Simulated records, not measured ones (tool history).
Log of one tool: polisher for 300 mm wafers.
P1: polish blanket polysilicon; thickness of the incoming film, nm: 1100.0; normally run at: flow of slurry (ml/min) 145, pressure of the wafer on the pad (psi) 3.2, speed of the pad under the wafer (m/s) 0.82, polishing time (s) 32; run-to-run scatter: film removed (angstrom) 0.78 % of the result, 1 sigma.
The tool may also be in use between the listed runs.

run     day  flow of slurry (ml/min)  pressure of the wafer on the pad (psi)  speed of the pad under the wafer (m/s)  polishing time (s)  wafers polished on this pad  hours since the slurry nozzle was cleaned  hours since the head pressure was calibrated  film removed (angstrom)
  1   0.629                      145                                     3.2                                    0.82                  32                          750                                      441.8                                         355.6                  2286.80
  2   1.254                       90                                     3.2                                    0.82                  32                          863                                      456.8                                         370.6                  2026.60
  3   1.738                      145                                     4.8                                    0.82                  32                          951                                      468.4                                         382.2                  3406.50
  4   2.108                      145                                     3.2                                    0.82                  32                         1018                                      477.3                                         391.1                  2273.50
      2.254  -- head pressure recalibrated
  5   2.654                      145                                     2.0                                    0.82                  43                         1117                                      490.4                                           9.7                  1927.90
  6   3.125                      145                                     3.2                                    0.38                  32                         1202                                      501.7                                          21.0                  1064.20
  7   3.425                      145                                     3.2                                    0.82                  32                         1256                                      508.9                                          28.2                  2269.40
  8   3.933                      145                                     3.2                                    0.42                  20                         1348                                      521.1                                          40.4                   726.51
  9   4.371                      145                                     3.2                                    0.82                  32                         1428                                      531.6                                          50.9                  2304.70
 10   4.875                      145                                     3.2                                    0.82                  32                         1519                                      543.7                                          63.0                  2288.50
 11   5.417                      145                                     1.9                                    0.82                  32                         1617                                      556.7                                          76.0                  1361.00
 12   5.888                      145                                     3.2                                    0.82                  15                         1702                                      568.0                                          87.3                  1080.60
 13   6.317                      145                                     4.4                                    0.82                  45                         1780                                      578.3                                          97.6                  4378.30
 14   6.671                      145                                     3.2                                    0.82                  32                         1844                                      586.8                                         106.1                  2295.30
 15   7.288                      145                                     3.2                                    0.82                  50                         1956                                      601.6                                         120.9                  3566.00
 16   7.875                      145                                     3.2                                    1.24                  32                         2063                                      615.7                                         135.0                  3479.30
 17   8.329                      145                                     3.2                                    0.82                  32                         2145                                      626.6                                         145.9                  2321.50
 18   8.671                      200                                     3.2                                    0.82                  32                         2207                                      634.8                                         154.1                  2396.40
 19   9.321                      145                                     3.2                                    0.82                  32                         2324                                      650.4                                         169.7                  2285.70
 20   9.725                      145                                     3.2                                    0.82                  32                         2398                                      660.1                                         179.4                  2200.20
 21  10.108                      145                                     3.2                                    0.82                  32                         2467                                      669.3                                         188.6                  2138.10

Run 22 comes next. What will it give?
 22  10.450                      145                                     3.2                                    0.82                  32                         2529                                      677.5                                         196.8                        ?

Run 22 gave film removed (angstrom) 2143.70.

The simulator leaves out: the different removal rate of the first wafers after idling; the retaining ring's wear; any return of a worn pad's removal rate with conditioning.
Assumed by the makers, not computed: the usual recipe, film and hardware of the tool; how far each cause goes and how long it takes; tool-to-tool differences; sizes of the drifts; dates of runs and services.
